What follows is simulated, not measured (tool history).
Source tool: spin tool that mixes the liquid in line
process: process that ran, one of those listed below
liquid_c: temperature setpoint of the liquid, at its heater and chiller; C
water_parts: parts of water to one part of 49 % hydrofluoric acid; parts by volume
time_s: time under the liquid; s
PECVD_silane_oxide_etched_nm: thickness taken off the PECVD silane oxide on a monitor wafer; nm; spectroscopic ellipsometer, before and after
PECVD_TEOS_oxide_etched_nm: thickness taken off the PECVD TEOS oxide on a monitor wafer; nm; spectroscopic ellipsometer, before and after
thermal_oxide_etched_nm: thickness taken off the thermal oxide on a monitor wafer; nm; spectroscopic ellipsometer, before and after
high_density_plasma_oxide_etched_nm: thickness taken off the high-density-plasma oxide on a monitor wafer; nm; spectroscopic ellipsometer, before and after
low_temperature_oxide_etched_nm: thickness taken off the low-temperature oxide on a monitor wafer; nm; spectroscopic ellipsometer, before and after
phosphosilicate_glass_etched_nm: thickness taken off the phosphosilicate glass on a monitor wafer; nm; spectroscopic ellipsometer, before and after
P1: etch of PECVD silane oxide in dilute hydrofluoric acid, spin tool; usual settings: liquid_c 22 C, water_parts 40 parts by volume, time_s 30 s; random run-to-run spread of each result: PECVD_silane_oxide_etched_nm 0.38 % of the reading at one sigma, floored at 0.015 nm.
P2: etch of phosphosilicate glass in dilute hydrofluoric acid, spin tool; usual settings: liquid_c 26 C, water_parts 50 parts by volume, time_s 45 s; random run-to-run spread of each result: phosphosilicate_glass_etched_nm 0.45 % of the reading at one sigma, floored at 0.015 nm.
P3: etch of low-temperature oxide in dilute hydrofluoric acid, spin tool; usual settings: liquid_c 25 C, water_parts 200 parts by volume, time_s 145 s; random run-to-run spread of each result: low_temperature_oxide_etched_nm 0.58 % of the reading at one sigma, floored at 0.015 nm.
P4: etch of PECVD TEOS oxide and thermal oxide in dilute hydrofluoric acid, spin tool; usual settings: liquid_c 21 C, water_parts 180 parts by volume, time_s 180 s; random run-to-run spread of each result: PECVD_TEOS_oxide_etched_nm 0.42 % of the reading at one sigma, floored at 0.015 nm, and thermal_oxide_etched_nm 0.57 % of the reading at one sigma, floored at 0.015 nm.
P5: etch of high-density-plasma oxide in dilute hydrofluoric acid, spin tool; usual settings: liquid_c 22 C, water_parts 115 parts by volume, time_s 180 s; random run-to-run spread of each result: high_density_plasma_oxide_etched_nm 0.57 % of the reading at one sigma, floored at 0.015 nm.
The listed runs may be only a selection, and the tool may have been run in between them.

| run | hour | process | liquid_c | water_parts | time_s | hours since the thermometer was replaced | hours since the hydrofluoric acid flow meter was replaced | PECVD_silane_oxide_etched_nm | PECVD_TEOS_oxide_etched_nm | thermal_oxide_etched_nm | high_density_plasma_oxide_etched_nm | low_temperature_oxide_etched_nm | phosphosilicate_glass_etched_nm |
|---|---|---|---|---|---|---|---|---|---|---|---|---|---|
| 1 | 3.4 | P1 | 22 | 40 | 30 | 321.8 | 166.5 | 23.915 |  |  |  |  |  |
| 2 | 8.5 | P4 | 17 | 180 | 180 | 326.9 | 171.6 |  | 7.4823 | 3.3921 |  |  |  |
| 3 | 14.3 | P5 | 22 | 115 | 180 | 332.7 | 177.4 |  |  |  | 10.476 |  |  |
| 4 | 16.8 | P1 | 22 | 40 | 30 | 335.2 | 179.9 | 24.191 |  |  |  |  |  |
| 5 | 21.8 | P3 | 25 | 200 | 15 | 340.2 | 184.9 |  |  |  |  | 1.8317 |  |
| 6 | 24.6 | P4 | 21 | 330 | 180 | 343 | 187.7 |  | 4.1201 | 1.8496 |  |  |  |
| 7 | 27.8 | P1 | 25.5 | 40 | 30 | 346.2 | 190.9 | 27.944 |  |  |  |  |  |
| 8 | 33 | P5 | 22 | 115 | 180 | 351.4 | 196.1 |  |  |  | 10.428 |  |  |
| 9 | 36.3 | P1 | 22 | 60 | 30 | 354.7 | 199.4 | 15.64 |  |  |  |  |  |
| 10 | 39.6 | P5 | 27 | 115 | 180 | 358 | 202.7 |  |  |  | 12.755 |  |  |
| 11 | 44.5 | P3 | 25 | 40 | 145 | 362.9 | 207.6 |  |  |  |  | 109.2 |  |
| 12 | 48.9 | P1 | 26 | 40 | 55 | 367.3 | 212 | 51.97 |  |  |  |  |  |
| 13 | 54.8 | P5 | 22 | 115 | 360 | 373.2 | 217.9 |  |  |  | 20.862 |  |  |
| 14 | 57.7 | P3 | 17.5 | 200 | 145 | 376.1 | 220.8 |  |  |  |  | 13.703 |  |
| 15 | 60.7 | P2 | 26 | 90 | 45 | 379.1 | 223.8 |  |  |  |  |  | 33.154 |
| 16 | 65.5 | P1 | 22 | 60 | 60 | 383.9 | 228.6 | 31.352 |  |  |  |  |  |
| 17 | 70.4 | P2 | 26 | 50 | 75 | 388.8 | 233.5 |  |  |  |  |  | 105.52 |
| 18 | 75.9 | P2 | 26 | 50 | 45 | 394.3 | 239 |  |  |  |  |  | 63.161 |
| 19 | 80.3 | P5 | 22 | 50 | 180 | 398.7 | 243.4 |  |  |  | 25.883 |  |  |
| 20 | 83.1 | P2 | 26 | 50 | 45 | 401.5 | 246.2 |  |  |  |  |  | 63.452 |
| 21 | 86.1 | P4 | 21 | 180 | 180 | 404.5 | 249.2 |  | 8.698 | 3.9386 |  |  |  |
| 22 | 91.6 | P1 | 22 | 40 | 55 | 410 | 254.7 | 44.335 |  |  |  |  |  |
| 23 | 95.8 | P3 | 25 | 200 | 145 | 414.2 | 258.9 |  |  |  |  | 18.082 |  |
| 24 | 101.3 | P2 | 30.5 | 50 | 45 | 419.7 | 264.4 |  |  |  |  |  | 75.755 |
| 25 | 106.8 | P1 | 17 | 40 | 30 | 425.2 | 269.9 | 19.523 |  |  |  |  |  |
| 26 | 111.5 | P4 | 21 | 180 | 325 | 429.9 | 274.6 |  | 15.757 | 7.2701 |  |  |  |
| 27 | 117.2 | P1 | 22 | 40 | 30 | 435.6 | 280.3 | 24.212 |  |  |  |  |  |
| 28 | 120.9 | P1 | 22 | 40 | 15 | 439.3 | 284 | 12.112 |  |  |  |  |  |
| 29 | 126.4 | P1 | 17 | 40 | 55 | 444.8 | 289.5 | 35.622 |  |  |  |  |  |
| 30 | 129.2 | P1 | 22 | 40 | 30 | 447.6 | 292.3 | 24.016 |  |  |  |  |  |
| 31 | 134.1 | P1 | 22 | 20 | 30 | 452.5 | 297.2 | 49.198 |  |  |  |  |  |
| 32 | 137.8 | P4 | 21 | 180 | 180 | 456.2 | 300.9 |  | 8.7254 | 3.9415 |  |  |  |
| 33 | 142 | P1 | 22 | 40 | 30 | 460.4 | 305.1 | 24.156 |  |  |  |  |  |
| 34 | 146.1 | P1 | 22 | 40 | 30 | 464.5 | 309.2 | 24.702 |  |  |  |  |  |
| 35 | 150.3 | P1 | 22 | 40 | 30 | 468.7 | 313.4 | 25.018 |  |  |  |  |  |
| 36 | 154.9 | P1 | 22 | 40 | 30 | 473.3 | 318 | 25.515 |  |  |  |  |  |
| 37 | 160.3 | P1 | 22 | 40 | 30 | 478.7 | 323.4 | 25.927 |  |  |  |  |  |
| 38 | 166.2 | P1 | 22 | 40 | 30 | 484.6 | 329.3 | 25.81 |  |  |  |  |  |
| 39 | 171.1 | P1 | 22 | 40 | 30 | 489.5 | 334.2 | 26.202 |  |  |  |  |  |
| 40 | 177 | P1 | 22 | 40 | 30 | 495.4 | 340.1 | 26.111 |  |  |  |  |  |
| 41 | 182.2 | P1 | 22 | 40 | 30 | 500.6 | 345.3 | 26.23 |  |  |  |  |  |
| 42 | 187.8 | P1 | 22 | 40 | 30 | 506.2 | 350.9 | 26.296 |  |  |  |  |  |
| 43 | 192.1 | P1 | 22 | 40 | 30 | 510.5 | 355.2 | 26.402 |  |  |  |  |  |
| 44 | 195.6 | P1 | 22 | 40 | 30 | 514 | 358.7 | 26.465 |  |  |  |  |  |

Compared with where it was, what P1 gives has crept away. Each cause listed below fits the log as well as the rest, at the size given for it:
A: hydrofluoric acid flow above the setpoint (%) = 8.71
B: liquid hotter than its thermometer reads (K) = 2.1
The onset of the drift is placed at about hour 142.

Which of the 4 check runs listed below, each an average over 2 wafers with its results shown as question marks, gives clearly different results under the different listed causes?
| check 1 | 199.1 | P4 | 21 | 320 | 180 |  |  |  | ? | ? |  |  |  |
| check 2 | 199.1 | P5 | 22 | 70 | 255 |  |  |  |  |  | ? |  |  |
| check 3 | 199.1 | P2 | 29.5 | 50 | 75 |  |  |  |  |  |  |  | ? |
| check 4 | 199.1 | P3 | 25 | 55 | 85 |  |  |  |  |  |  | ? |  |

Check results expected under each cause:
| check | result | if A | if B |
|---|---|---|---|
| check 1 | PECVD_TEOS_oxide_etched_nm | 4.7887 | 4.6339 |
| check 1 | thermal_oxide_etched_nm | 2.1686 | 2.0985 |
| check 2 | high_density_plasma_oxide_etched_nm | 27.966 | 27.835 |
| check 3 | phosphosilicate_glass_etched_nm | 132.29 | 131.28 |
| check 4 | low_temperature_oxide_etched_nm | 50.05 | 49.807 |
Distance between the nearest two causes, measured in the result of the check that separates them most: check 1 3.29 %; check 2 0.47 %; check 3 0.77 %; check 4 0.49 %
Only check 1 tells the causes apart: in the others they would give nearly the same result.

Running check 1 produced the following: PECVD_TEOS_oxide_etched_nm 4.6455 nm; thermal_oxide_etched_nm 2.0909 nm. Which one of the listed causes fits?

The correct cause is B, namely: liquid hotter than its thermometer reads (K).
